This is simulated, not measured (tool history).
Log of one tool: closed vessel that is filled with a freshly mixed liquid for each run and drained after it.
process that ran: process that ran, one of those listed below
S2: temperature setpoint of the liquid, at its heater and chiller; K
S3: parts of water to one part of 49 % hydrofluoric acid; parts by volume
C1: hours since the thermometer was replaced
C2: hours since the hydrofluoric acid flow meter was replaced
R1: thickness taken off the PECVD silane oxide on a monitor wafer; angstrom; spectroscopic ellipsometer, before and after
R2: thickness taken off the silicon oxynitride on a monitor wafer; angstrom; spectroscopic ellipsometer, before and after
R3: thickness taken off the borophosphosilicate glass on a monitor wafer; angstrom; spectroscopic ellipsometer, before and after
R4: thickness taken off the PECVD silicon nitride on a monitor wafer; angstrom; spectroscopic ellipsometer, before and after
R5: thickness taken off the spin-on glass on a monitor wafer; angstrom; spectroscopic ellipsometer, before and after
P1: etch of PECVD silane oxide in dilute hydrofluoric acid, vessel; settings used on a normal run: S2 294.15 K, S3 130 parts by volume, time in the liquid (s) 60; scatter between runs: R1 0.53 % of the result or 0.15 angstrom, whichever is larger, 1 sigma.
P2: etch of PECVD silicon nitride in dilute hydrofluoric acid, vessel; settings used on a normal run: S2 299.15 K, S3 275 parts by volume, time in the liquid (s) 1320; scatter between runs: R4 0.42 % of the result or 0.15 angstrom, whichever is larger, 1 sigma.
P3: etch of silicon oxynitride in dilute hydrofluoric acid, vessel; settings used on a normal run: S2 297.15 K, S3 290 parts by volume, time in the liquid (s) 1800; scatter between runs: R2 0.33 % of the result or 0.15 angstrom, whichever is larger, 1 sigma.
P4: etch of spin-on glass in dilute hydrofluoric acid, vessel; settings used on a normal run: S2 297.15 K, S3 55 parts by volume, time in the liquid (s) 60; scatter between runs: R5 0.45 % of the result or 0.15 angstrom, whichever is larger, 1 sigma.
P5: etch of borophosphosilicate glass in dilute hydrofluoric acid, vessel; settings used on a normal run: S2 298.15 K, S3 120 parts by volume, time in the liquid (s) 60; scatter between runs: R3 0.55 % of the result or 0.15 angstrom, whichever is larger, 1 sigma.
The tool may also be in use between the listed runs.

Run 1, hour 7.2: process that ran P1, S2 294.15 K, S3 130 parts by volume, time in the liquid (s) 60; C1 588.5; C2 809.3. Result: R1 133.5 angstrom.
Run 2, hour 20.7: process that ran P3, S2 297.15 K, S3 290 parts by volume, time in the liquid (s) 3270; C1 602; C2 822.8. Result: R2 226.68 angstrom.
Run 3, hour 28.1: process that ran P1, S2 298.15 K, S3 130 parts by volume, time in the liquid (s) 85; C1 609.4; C2 830.2. Result: R1 219.44 angstrom.
Run 4, hour 36.1: process that ran P1, S2 294.15 K, S3 130 parts by volume, time in the liquid (s) 35; C1 617.4; C2 838.2. Result: R1 77.88 angstrom.
Run 5, hour 49: process that ran P1, S2 294.15 K, S3 130 parts by volume, time in the liquid (s) 60; C1 630.3; C2 851.1. Result: R1 132.96 angstrom.
Run 6, hour 60.7: process that ran P1, S2 294.15 K, S3 220 parts by volume, time in the liquid (s) 60; C1 642; C2 862.8. Result: R1 72.255 angstrom.
Run 7, hour 68.3: process that ran P5, S2 298.15 K, S3 120 parts by volume, time in the liquid (s) 60; C1 649.6; C2 870.4. Result: R3 188.4 angstrom.
Run 8, hour 83: process that ran P5, S2 305.15 K, S3 120 parts by volume, time in the liquid (s) 60; C1 664.3; C2 885.1. Result: R3 245.24 angstrom.
Run 9, hour 91.8: process that ran P2, S2 292.15 K, S3 275 parts by volume, time in the liquid (s) 1320; C1 673.1; C2 893.9. Result: R4 148.16 angstrom.
Run 10, hour 98.5: process that ran P2, S2 299.15 K, S3 495 parts by volume, time in the liquid (s) 1320; C1 679.8; C2 900.6. Result: R4 127.42 angstrom.
Run 11, hour 105.1: process that ran P2, S2 299.15 K, S3 275 parts by volume, time in the liquid (s) 1320; C1 686.4; C2 907.2. Result: R4 230.6 angstrom.
Run 12, hour 115.9: process that ran P1, S2 294.15 K, S3 225 parts by volume, time in the liquid (s) 30; C1 697.2; C2 918. Result: R1 34.877 angstrom.
Run 13, hour 129.1: process that ran P4, S2 297.15 K, S3 55 parts by volume, time in the liquid (s) 35; C1 710.4; C2 931.2. Result: R5 288.26 angstrom.
Run 14, hour 140.1: process that ran P1, S2 294.15 K, S3 130 parts by volume, time in the liquid (s) 60; C1 721.4; C2 942.2. Result: R1 133.47 angstrom.
Run 15, hour 147.9: process that ran P4, S2 297.15 K, S3 100 parts by volume, time in the liquid (s) 60; C1 729.2; C2 950. Result: R5 256.41 angstrom.
At hour 154.1: hydrofluoric acid flow meter replaced.
Run 16, hour 156.9: process that ran P4, S2 297.15 K, S3 55 parts by volume, time in the liquid (s) 60; C1 738.2; C2 2.9. Result: R5 492.96 angstrom.
Run 17, hour 164: process that ran P1, S2 294.15 K, S3 30 parts by volume, time in the liquid (s) 60; C1 745.3; C2 10. Result: R1 653.32 angstrom.
Run 18, hour 171.8: process that ran P1, S2 294.15 K, S3 130 parts by volume, time in the liquid (s) 60; C1 753.1; C2 17.8. Result: R1 133.76 angstrom.
Run 19, hour 186.8: process that ran P1, S2 294.15 K, S3 130 parts by volume, time in the liquid (s) 90; C1 768.1; C2 32.8. Result: R1 199.82 angstrom.
Run 20, hour 201: process that ran P3, S2 301.15 K, S3 290 parts by volume, time in the liquid (s) 1800; C1 782.3; C2 47. Result: R2 147.8 angstrom.
Run 21, hour 214.7: process that ran P1, S2 294.15 K, S3 130 parts by volume, time in the liquid (s) 60; C1 796; C2 60.7. Result: R1 133.96 angstrom.
Run 22, hour 225.3: process that ran P1, S2 290.15 K, S3 130 parts by volume, time in the liquid (s) 30; C1 806.6; C2 71.3. Result: R1 56.804 angstrom.
Run 23, hour 239.3: process that ran P1, S2 290.15 K, S3 130 parts by volume, time in the liquid (s) 60; C1 820.6; C2 85.3. Result: R1 114.09 angstrom.
Run 24, hour 250.7: process that ran P3, S2 297.15 K, S3 290 parts by volume, time in the liquid (s) 1800; C1 832; C2 96.7. Result: R2 125.81 angstrom.
Run 25, hour 263.7: process that ran P5, S2 298.15 K, S3 120 parts by volume, time in the liquid (s) 30; C1 845; C2 109.7. Result: R3 93.893 angstrom.
Run 26, hour 273.1: process that ran P1, S2 294.15 K, S3 130 parts by volume, time in the liquid (s) 60; C1 854.4; C2 119.1. Result: R1 132.75 angstrom.
Run 27, hour 288.2: process that ran P2, S2 299.15 K, S3 275 parts by volume, time in the liquid (s) 325; C1 869.5; C2 134.2. Result: R4 56.927 angstrom.
Run 28, hour 294.7: process that ran P2, S2 299.15 K, S3 275 parts by volume, time in the liquid (s) 1320; C1 876; C2 140.7. Result: R4 231.57 angstrom.
Run 29, hour 307.6: process that ran P1, S2 302.65 K, S3 130 parts by volume, time in the liquid (s) 60; C1 888.9; C2 153.6. Result: R1 185.41 angstrom.
Run 30, hour 316: process that ran P5, S2 298.15 K, S3 45 parts by volume, time in the liquid (s) 60; C1 897.3; C2 162. Result: R3 553.12 angstrom.
Run 31, hour 324.7: process that ran P4, S2 302.15 K, S3 55 parts by volume, time in the liquid (s) 60; C1 906; C2 170.7. Result: R5 602.28 angstrom.
Run 32, hour 335.2: process that ran P4, S2 297.15 K, S3 55 parts by volume, time in the liquid (s) 60; C1 916.5; C2 181.2. Result: R5 495.21 angstrom.
Run 33, hour 348.9: process that ran P3, S2 297.15 K, S3 495 parts by volume, time in the liquid (s) 1800; C1 930.2; C2 194.9. Result: R2 64.335 angstrom.
Run 34, hour 358.4: process that ran P5, S2 298.15 K, S3 120 parts by volume, time in the liquid (s) 60; C1 939.7; C2 204.4. Result: R3 185.45 angstrom.
Run 35, hour 365.6: process that ran P1, S2 294.15 K, S3 130 parts by volume, time in the liquid (s) 60; C1 946.9; C2 211.6. Result: R1 133.17 angstrom.
Run 36, hour 372.1: process that ran P1, S2 294.15 K, S3 130 parts by volume, time in the liquid (s) 60; C1 953.4; C2 218.1. Result: R1 130.54 angstrom.
Run 37, hour 379.8: process that ran P1, S2 294.15 K, S3 130 parts by volume, time in the liquid (s) 60; C1 961.1; C2 225.8. Result: R1 129.72 angstrom.
Run 38, hour 388: process that ran P1, S2 294.15 K, S3 130 parts by volume, time in the liquid (s) 60; C1 969.3; C2 234. Result: R1 128.26 angstrom.
Run 39, hour 403.1: process that ran P1, S2 294.15 K, S3 130 parts by volume, time in the liquid (s) 60; C1 984.4; C2 249.1. Result: R1 125.74 angstrom.
Run 40, hour 412.1: process that ran P1, S2 294.15 K, S3 130 parts by volume, time in the liquid (s) 60; C1 993.4; C2 258.1. Result: R1 126.91 angstrom.
Run 41, hour 422.3: process that ran P1, S2 294.15 K, S3 130 parts by volume, time in the liquid (s) 60; C1 1003.6; C2 268.3. Result: R1 124.47 angstrom.
Run 42, hour 434.9: process that ran P1, S2 294.15 K, S3 130 parts by volume, time in the liquid (s) 60; C1 1016.2; C2 280.9. Result: R1 125.29 angstrom.
Run 43, hour 449: process that ran P1, S2 294.15 K, S3 130 parts by volume, time in the liquid (s) 60; C1 1030.3; C2 295. Result: R1 124.77 angstrom.

P1 no longer gives what it gave before; its output has crept away from where it was. The following 2 causes, each at its listed size, fit the log equally well:
A: hydrofluoric acid flow below the setpoint (%) = 5.8
B: liquid colder than its thermometer reads (K) = 1.71
The process output started creeping at around hour 365.6.

4 check runs are offered, one wafer each, their results left as question marks. Which one tells the causes apart?
Run check 1, hour 463.1: process that ran P2, S2 299.15 K, S3 275 parts by volume, time in the liquid (s) 1320. Result: R4 ?.
Run check 2, hour 463.1: process that ran P3, S2 297.15 K, S3 290 parts by volume, time in the liquid (s) 1800. Result: R2 ?.
Run check 3, hour 463.1: process that ran P4, S2 297.15 K, S3 55 parts by volume, time in the liquid (s) 60. Result: R5 ?.
Run check 4, hour 463.1: process that ran P5, S2 298.15 K, S3 120 parts by volume, time in the liquid (s) 60. Result: R3 ?.

Expected result of each check under each candidate cause:
  check  result    if A    if B
check 1      R4  217.43  208.03
check 2      R2  116.14  115.96
check 3      R5  463.22  460.31
check 4      R3  174.63  174.99
Distance between the nearest two causes, measured in the result of the check that separates them most: check 1 4.42 %; check 2 0.16 %; check 3 0.63 %; check 4 0.21 %
The causes can be told apart only by check 1. The other checks would give nearly the same results under each of them.

With check 1 done, the readings were: R4 215.34 angstrom. Identify which of the listed causes applies.

The correct cause is A, namely: hydrofluoric acid flow below the setpoint (%).
